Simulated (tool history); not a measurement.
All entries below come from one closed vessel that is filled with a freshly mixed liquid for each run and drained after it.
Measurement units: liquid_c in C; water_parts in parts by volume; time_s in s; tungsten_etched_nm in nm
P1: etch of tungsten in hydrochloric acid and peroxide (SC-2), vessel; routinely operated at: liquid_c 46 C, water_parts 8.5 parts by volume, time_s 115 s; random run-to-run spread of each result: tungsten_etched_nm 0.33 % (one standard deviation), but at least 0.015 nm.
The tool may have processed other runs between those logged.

| run | hour | liquid_c | water_parts | time_s | hours since the thermometer was replaced | hours since the chemicals flow meter was replaced | hours since the drum of peroxide was connected | tungsten_etched_nm |
|---|---|---|---|---|---|---|---|---|
| 1 | 13.6 | 46 | 8.5 | 115 | 887.5 | 408.1 | 80.2 | 37.3960 |
| 2 | 24.1 | 62 | 8.5 | 115 | 898.0 | 418.6 | 90.7 | 106.4100 |
| 3 | 35.0 | 46 | 8.5 | 115 | 908.9 | 429.5 | 101.6 | 37.5680 |
| 4 | 43.4 | 46 | 8.5 | 115 | 917.3 | 437.9 | 110.0 | 37.5620 |
| 5 | 55.8 | 46 | 13.5 | 115 | 929.7 | 450.3 | 122.4 | 25.3270 |
| 6 | 68.7 | 46 | 8.5 | 115 | 942.6 | 463.2 | 135.3 | 37.4890 |
| 7 | 82.4 | 46 | 8.5 | 30 | 956.3 | 476.9 | 149.0 | 9.8071 |
| 8 | 93.2 | 46 | 8.5 | 115 | 967.1 | 487.7 | 159.8 | 37.4860 |
| 9 | 103.1 | 35 | 8.5 | 115 | 977.0 | 497.6 | 169.7 | 17.2390 |
| 10 | 109.9 | 46 | 8.5 | 225 | 983.8 | 504.4 | 176.5 | 73.6100 |
| 11 | 118.0 | 46 | 8.5 | 115 | 991.9 | 512.5 | 184.6 | 37.5980 |
| 12 | 126.5 | 46 | 4.0 | 115 | 1000.4 | 521.0 | 193.1 | 65.8680 |
| 13 | 134.4 | 37 | 14.5 | 115 | 1008.3 | 528.9 | 201.0 | 12.6730 |
| 14 | 140.9 | 46 | 8.5 | 115 | 1014.8 | 535.4 | 207.5 | 37.6340 |
| 15 | 150.3 | 46 | 8.5 | 115 | 1024.2 | 544.8 | 216.9 | 37.5450 |
| 16 | 163.0 | 46 | 8.5 | 115 | 1036.9 | 557.5 | 229.6 | 39.1620 |
| 17 | 172.2 | 46 | 8.5 | 115 | 1046.1 | 566.7 | 238.8 | 39.7440 |
| 18 | 180.0 | 46 | 8.5 | 115 | 1053.9 | 574.5 | 246.6 | 40.0810 |
| 19 | 190.0 | 46 | 8.5 | 115 | 1063.9 | 584.5 | 256.6 | 40.5110 |
| 20 | 197.2 | 46 | 8.5 | 115 | 1071.1 | 591.7 | 263.8 | 40.6800 |
| 21 | 208.8 | 46 | 8.5 | 115 | 1082.7 | 603.3 | 275.4 | 40.7950 |
| 22 | 217.6 | 46 | 8.5 | 115 | 1091.5 | 612.1 | 284.2 | 40.8450 |
| 23 | 230.9 | 46 | 8.5 | 115 | 1104.8 | 625.4 | 297.5 | 40.9540 |
| 24 | 240.7 | 46 | 8.5 | 115 | 1114.6 | 635.2 | 307.3 | 40.7960 |

The log shows P1 creeping away from where it was. Any of the 2 causes listed here, at the size stated for it, fits the log just as well as the others:
A: liquid hotter than its thermometer reads (K) = 1.27
B: chemicals flow above the setpoint (%) = 11.4
The onset of the drift is placed at about hour 150.3.
Other possible causes, and why each is ruled out:
peroxide weaker than its label (%): limited to 8, which would change tungsten_etched_nm by -7.3 %, either short of the creep or opposite in sign

Each of the check runs listed below is run on 2 wafers and reports their average, with the results left as question marks. Pick the one under which the possible causes would lead to clearly different results.
| check 1 | 250.5 | 36.0 | 4.0 | 115 |  |  |  | ? |
| check 2 | 250.5 | 57.0 | 8.5 | 210 |  |  |  | ? |
| check 3 | 250.5 | 39.5 | 12.5 | 115 |  |  |  | ? |
| check 4 | 250.5 | 61.0 | 5.0 | 115 |  |  |  | ? |

Check results expected under each cause:
| check | result | if A | if B |
|---|---|---|---|
| check 1 | tungsten_etched_nm | 35.6500 | 34.8900 |
| check 2 | tungsten_etched_nm | 154.0900 | 154.9700 |
| check 3 | tungsten_etched_nm | 18.9430 | 18.9850 |
| check 4 | tungsten_etched_nm | 162.6100 | 162.1300 |
Gap, in per cent, between the two causes that each check separates least, read from the result that separates them most: check 1 2.15 %; check 2 0.57 %; check 3 0.22 %; check 4 0.29 %
The causes can be told apart only by check 1. The other checks would give nearly the same results under each of them.

Check 1 was then run and gave: tungsten_etched_nm 34.8010 nm. Which cause is it?

Of the candidate causes, it is B: chemicals flow above the setpoint (%).

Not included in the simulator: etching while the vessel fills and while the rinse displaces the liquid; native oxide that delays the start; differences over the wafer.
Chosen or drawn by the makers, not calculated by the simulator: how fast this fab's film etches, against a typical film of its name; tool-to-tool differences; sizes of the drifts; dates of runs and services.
